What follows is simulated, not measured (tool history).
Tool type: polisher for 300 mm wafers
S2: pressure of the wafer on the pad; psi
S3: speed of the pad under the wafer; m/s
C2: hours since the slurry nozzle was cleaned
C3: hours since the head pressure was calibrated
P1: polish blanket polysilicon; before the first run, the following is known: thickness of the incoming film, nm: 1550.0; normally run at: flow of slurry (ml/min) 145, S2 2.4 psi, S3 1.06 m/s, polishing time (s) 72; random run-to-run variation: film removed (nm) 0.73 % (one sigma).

run 1 hour=14.9 | flow_of_slurry_(ml/min)=145 S2=2.4 S3=1.06 polishing_time_(s)=72 | wafers_polished_on_this_pad=791 C2=93.2 C3=781.6 | film_removed_(nm)=475.58
run 2 hour=24.2 | flow_of_slurry_(ml/min)=145 S2=2.4 S3=1.06 polishing_time_(s)=72 | wafers_polished_on_this_pad=908 C2=102.5 C3=790.9 | film_removed_(nm)=479.49
run 3 hour=32.1 | flow_of_slurry_(ml/min)=145 S2=2.4 S3=1.06 polishing_time_(s)=114 | wafers_polished_on_this_pad=1008 C2=110.4 C3=798.8 | film_removed_(nm)=755.85
run 4 hour=45.1 | flow_of_slurry_(ml/min)=85 S2=2.4 S3=1.06 polishing_time_(s)=72 | wafers_polished_on_this_pad=1172 C2=123.4 C3=811.8 | film_removed_(nm)=420.88
run 5 hour=52.2 | flow_of_slurry_(ml/min)=145 S2=2.4 S3=1.06 polishing_time_(s)=32 | wafers_polished_on_this_pad=1261 C2=130.5 C3=818.9 | film_removed_(nm)=213.09
run 6 hour=63.2 | flow_of_slurry_(ml/min)=145 S2=2.4 S3=1.06 polishing_time_(s)=72 | wafers_polished_on_this_pad=1400 C2=141.5 C3=829.9 | film_removed_(nm)=476.9
run 7 hour=75.2 | flow_of_slurry_(ml/min)=145 S2=1.1 S3=1.06 polishing_time_(s)=72 | wafers_polished_on_this_pad=1551 C2=153.5 C3=841.9 | film_removed_(nm)=220.65
run 8 hour=88.6 | flow_of_slurry_(ml/min)=145 S2=3.1 S3=1.06 polishing_time_(s)=53 | wafers_polished_on_this_pad=1720 C2=166.9 C3=855.3 | film_removed_(nm)=449.03
run 9 hour=97.3 | flow_of_slurry_(ml/min)=195 S2=2.4 S3=1.06 polishing_time_(s)=72 | wafers_polished_on_this_pad=1830 C2=175.6 C3=864 | film_removed_(nm)=498.03
run 10 hour=107.7 | flow_of_slurry_(ml/min)=145 S2=2.4 S3=1.06 polishing_time_(s)=72 | wafers_polished_on_this_pad=1961 C2=186 C3=874.4 | film_removed_(nm)=475.55
run 11 hour=117 | flow_of_slurry_(ml/min)=85 S2=1.2 S3=1.06 polishing_time_(s)=72 | wafers_polished_on_this_pad=2078 C2=195.3 C3=883.7 | film_removed_(nm)=210.09
run 12 hour=127.3 | flow_of_slurry_(ml/min)=145 S2=3.6 S3=1.06 polishing_time_(s)=72 | wafers_polished_on_this_pad=2208 C2=205.6 C3=894 | film_removed_(nm)=722.08
run 13 hour=141.8 | flow_of_slurry_(ml/min)=145 S2=2.4 S3=1.06 polishing_time_(s)=72 | wafers_polished_on_this_pad=2390 C2=220.1 C3=908.5 | film_removed_(nm)=480.22
run 14 hour=155.8 | flow_of_slurry_(ml/min)=145 S2=2.4 S3=1.64 polishing_time_(s)=72 | wafers_polished_on_this_pad=2567 C2=234.1 C3=922.5 | film_removed_(nm)=741.91
run 15 hour=163.1 | flow_of_slurry_(ml/min)=145 S2=2.4 S3=0.48 polishing_time_(s)=72 | wafers_polished_on_this_pad=2659 C2=241.4 C3=929.8 | film_removed_(nm)=217.36
run 16 hour=177.7 | flow_of_slurry_(ml/min)=145 S2=2.4 S3=1.06 polishing_time_(s)=72 | wafers_polished_on_this_pad=2843 C2=256 C3=944.4 | film_removed_(nm)=474.5
run 17 hour=185.9 | flow_of_slurry_(ml/min)=145 S2=2.4 S3=1.06 polishing_time_(s)=72 | wafers_polished_on_this_pad=2946 C2=264.2 C3=952.6 | film_removed_(nm)=480.89
run 18 hour=197 | flow_of_slurry_(ml/min)=145 S2=2.4 S3=1.06 polishing_time_(s)=72 | wafers_polished_on_this_pad=3086 C2=275.3 C3=963.7 | film_removed_(nm)=456.38
run 19 hour=209.6 | flow_of_slurry_(ml/min)=145 S2=2.4 S3=1.06 polishing_time_(s)=72 | wafers_polished_on_this_pad=3245 C2=287.9 C3=976.3 | film_removed_(nm)=445.91
run 20 hour=220.8 | flow_of_slurry_(ml/min)=145 S2=2.4 S3=1.06 polishing_time_(s)=72 | wafers_polished_on_this_pad=3386 C2=299.1 C3=987.5 | film_removed_(nm)=437.55
-- hour=224.3 head pressure recalibrated
run 21 hour=228.8 | flow_of_slurry_(ml/min)=145 S2=2.4 S3=1.06 polishing_time_(s)=72 | wafers_polished_on_this_pad=3487 C2=307.1 C3=4.5 | film_removed_(nm)=432.15
run 22 hour=239.1 | flow_of_slurry_(ml/min)=145 S2=2.4 S3=1.06 polishing_time_(s)=72 | wafers_polished_on_this_pad=3617 C2=317.4 C3=14.8 | film_removed_(nm)=436.77
run 23 hour=250 | flow_of_slurry_(ml/min)=145 S2=2.4 S3=1.06 polishing_time_(s)=72 | wafers_polished_on_this_pad=3754 C2=328.3 C3=25.7 | film_removed_(nm)=430.57
run 24 hour=262.2 | flow_of_slurry_(ml/min)=145 S2=2.4 S3=1.06 polishing_time_(s)=72 | wafers_polished_on_this_pad=3908 C2=340.5 C3=37.9 | film_removed_(nm)=425.34

What P1 gives has crept away from where it was. These 2 causes fit the log equally well, each at the size given:
A: removal rate lost through wear of the pad, % = 10.3
B: slurry flow missing at the pad, % = 38.3
The onset of the drift is placed at about hour 185.9.
Each remaining cause and why it is not a fit:
head's pressure below its setpoint, %: work on it at hour 224.3, done after the drift set in, did not restore what the process gave before

Of the 4 check runs below, each run on 2 wafers with the results averaged and each result still a question mark, which one would tell the listed causes apart?
run check 1 hour=274.4 | flow_of_slurry_(ml/min)=100 S2=1.2 S3=1.06 polishing_time_(s)=72 | film_removed_(nm)=?
run check 2 hour=274.4 | flow_of_slurry_(ml/min)=145 S2=1.1 S3=0.76 polishing_time_(s)=72 | film_removed_(nm)=?
run check 3 hour=274.4 | flow_of_slurry_(ml/min)=145 S2=2.4 S3=0.62 polishing_time_(s)=110 | film_removed_(nm)=?
run check 4 hour=274.4 | flow_of_slurry_(ml/min)=145 S2=2.4 S3=0.68 polishing_time_(s)=34 | film_removed_(nm)=?

What each check would give under each cause:
check=check_1 result=film_removed_(nm) if_A=198.13 if_B=190.02
check=check_2 result=film_removed_(nm) if_A=140.99 if_B=140.96
check=check_3 result=film_removed_(nm) if_A=383.41 if_B=383.32
check=check_4 result=film_removed_(nm) if_A=129.98 if_B=129.95
Per-check spread between the two closest causes, in the result where they differ most: check 1 4.18 %; check 2 0.02 %; check 3 0.02 %; check 4 0.02 %
Check 1 is the one run that separates the causes; every other check would come out nearly the same whichever cause is at work.

The results of check 1 are: film removed (nm) 190.58. Based on these, which of the listed causes is it?

It is B: slurry flow missing at the pad, %.
